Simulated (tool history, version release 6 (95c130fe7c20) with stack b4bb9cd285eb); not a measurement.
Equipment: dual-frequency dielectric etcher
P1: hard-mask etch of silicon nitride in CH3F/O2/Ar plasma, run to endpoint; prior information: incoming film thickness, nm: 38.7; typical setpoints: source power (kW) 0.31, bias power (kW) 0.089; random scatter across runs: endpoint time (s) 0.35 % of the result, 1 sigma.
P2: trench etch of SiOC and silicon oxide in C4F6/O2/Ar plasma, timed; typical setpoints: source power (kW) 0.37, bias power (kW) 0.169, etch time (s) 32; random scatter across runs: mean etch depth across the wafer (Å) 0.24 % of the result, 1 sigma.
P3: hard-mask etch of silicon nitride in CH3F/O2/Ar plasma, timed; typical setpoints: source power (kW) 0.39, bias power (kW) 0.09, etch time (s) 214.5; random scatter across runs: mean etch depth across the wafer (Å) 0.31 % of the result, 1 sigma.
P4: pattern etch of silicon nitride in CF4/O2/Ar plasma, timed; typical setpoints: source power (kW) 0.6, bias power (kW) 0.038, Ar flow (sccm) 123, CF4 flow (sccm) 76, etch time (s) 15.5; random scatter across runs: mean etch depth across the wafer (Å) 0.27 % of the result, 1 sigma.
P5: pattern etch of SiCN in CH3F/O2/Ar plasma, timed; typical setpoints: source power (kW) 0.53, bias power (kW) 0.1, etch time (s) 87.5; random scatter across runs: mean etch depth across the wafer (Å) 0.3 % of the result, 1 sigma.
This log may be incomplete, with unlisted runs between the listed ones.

run   hour  process that ran  source power (kW)  bias power (kW)  etch time (s)  Ar flow (sccm)  CF4 flow (sccm)  hours since the last wet clean  hours since the last source power generator calibration  hours since the last bias power generator calibration  endpoint time (s)  mean etch depth across the wafer (Å)
  1    6.4                P1               0.31            0.089                                                                             132                                                   2787.1                                                 1027.7             57.762
  2   13.1                P1               0.42            0.108                                                                           138.7                                                   2793.8                                                 1034.4             47.879
  3   18.1                P5               0.53              0.1            120                                                            143.7                                                   2798.8                                                 1039.4                                                    556.2
  4     27                P4                0.6            0.038           15.5             123              105                           152.6                                                   2807.7                                                 1048.3                                                    315.1
  5   36.4                P2               0.37            0.231             32                                                              162                                                   2817.1                                                 1057.7                                                   645.47
  6     44                P4                0.6            0.038           15.5              80               76                           169.6                                                   2824.7                                                 1065.3                                                   319.72
  7   50.3                P4                0.6            0.038           10.5             123               76                           175.9                                                     2831                                                 1071.6                                                      203
  8   59.3                P1               0.42            0.089                                                                           184.9                                                     2840                                                 1080.6             51.624
  9   67.6                P3               0.39             0.09          214.5                                                            193.2                                                   2848.3                                                 1088.9                                                     1606
      67.9  -- bias power generator calibrated
      68.2  -- source power generator calibrated
 10   74.5                P4                0.6            0.038           15.5             123               76                           200.1                                                      6.4                                                    6.7                                                   300.81
 11   80.1                P1               0.18            0.089                                                                           205.7                                                       12                                                   12.3             70.696
 12   85.7                P5               0.53              0.1           87.5                                                            211.3                                                     17.6                                                   17.9                                                   404.36
 13   95.4                P4                0.6            0.047           15.5             123               76                             221                                                     27.3                                                   27.6                                                   325.28
 14  101.9                P1               0.31            0.089                                                                           227.5                                                     33.8                                                   34.1             57.969
 15  107.2                P1               0.31            0.089                                                                           232.8                                                     39.1                                                   39.4             57.889
 16  114.9                P3               0.49             0.09          214.5                                                            240.5                                                     46.8                                                   47.1                                                   1750.2
 17  122.4                P5               0.63              0.1           87.5                                                              248                                                     54.3                                                   54.6                                                   433.35
 18  129.2                P1               0.31            0.055                                                                           254.8                                                     61.1                                                   61.4             68.084
 19  136.1                P4               0.39            0.038           15.5             123               76                           261.7                                                       68                                                   68.3                                                    205.3
 20  141.2                P1               0.31            0.125                                                                           266.8                                                     73.1                                                   73.4             51.109
 21  150.2                P5               0.53            0.059           87.5                                                            275.8                                                     82.1                                                   82.4                                                   337.32
 22  154.7                P2               0.37            0.169             32                                                            280.3                                                     86.6                                                   86.9                                                   581.12
 23  160.7                P1               0.37             0.11                                                                           286.3                                                     92.6                                                   92.9             49.793
 24  167.5                P3               0.39             0.09            118                                                            293.1                                                     99.4                                                   99.7                                                   885.56
 25  173.9                P2               0.51            0.169             32                                                            299.5                                                    105.8                                                  106.1                                                   657.19
 26  179.1                P3               0.39            0.114          214.5                                                            304.7                                                      111                                                  111.3                                                   1749.6
 27  187.2                P2               0.37            0.169           21.5                                                            312.8                                                    119.1                                                  119.4                                                    389.9
 28    195                P1               0.31            0.089                                                                           320.6                                                    126.9                                                  127.2               58.1
 29  203.6                P1               0.23            0.071                                                                           329.2                                                    135.5                                                  135.8             70.324
 30  210.2                P1               0.31            0.089                                                                           335.8                                                    142.1                                                  142.4             57.779
 31    216                P1               0.31            0.089                                                                           341.6                                                    147.9                                                  148.2              58.12
 32  222.7                P1               0.31            0.089                                                                           348.3                                                    154.6                                                  154.9              58.32
 33  228.8                P1               0.31            0.089                                                                           354.4                                                    160.7                                                    161             58.673
 34  234.7                P1               0.31            0.089                                                                           360.3                                                    166.6                                                  166.9             58.824
 35  240.4                P1               0.31            0.089                                                                             366                                                    172.3                                                  172.6             58.852
     244.1  -- wet clean of the chamber
 36  246.9                P1               0.31            0.089                                                                             2.9                                                    178.8                                                  179.1              59.07
 37  252.5                P1               0.31            0.089                                                                             8.5                                                    184.4                                                  184.7             58.617
 38  259.9                P1               0.31            0.089                                                                            15.9                                                    191.8                                                  192.1             58.712
 39  267.2                P1               0.31            0.089                                                                            23.2                                                    199.1                                                  199.4              58.46

What P1 gives has crept away from where it was. These 2 causes fit the log equally well, each at the size given:
A: source power that arrives under what is set, % = 4.58
B: bias power that arrives under what is set, % = 4.7
Onset of the creep was near hour 210.2.
Why every other cause is out:
chamber walls in a state that lowers the etch rate, %: maintenance at hour 244.1, after the shift began, did not return the process to its former output

Listed below are the offered check runs, one wafer per run, with question marks in place of results. For which of them would the causes give clearly different outcomes?
check 1  274.5                P4                0.6            0.044           15.5              92               76                                                                                                                                                                                                        ?
check 2  274.5                P3               0.45             0.09            118                                                                                                                                                                                                                                         ?
check 3  274.5                P5               0.53            0.065           87.5                                                                                                                                                                                                                                         ?
check 4  274.5                P2               0.51            0.169             32                                                                                                                                                                                                                                         ?

What each check would give under each cause:
  check                                result    if A    if B
check 1  mean etch depth across the wafer (Å)  317.01  324.47
check 2  mean etch depth across the wafer (Å)  912.17   912.6
check 3  mean etch depth across the wafer (Å)  342.31  342.89
check 4  mean etch depth across the wafer (Å)  646.99  649.42
How far apart the two closest causes lie, in the result that separates them most: check 1 2.33 %; check 2 0.05 %; check 3 0.17 %; check 4 0.37 %
The causes can be told apart only by check 1. The other checks would give nearly the same results under each of them.

With check 1 done, the readings were: mean etch depth across the wafer (Å) 325.13. Identify which of the listed causes applies.

B is the cause: bias power that arrives under what is set, %.
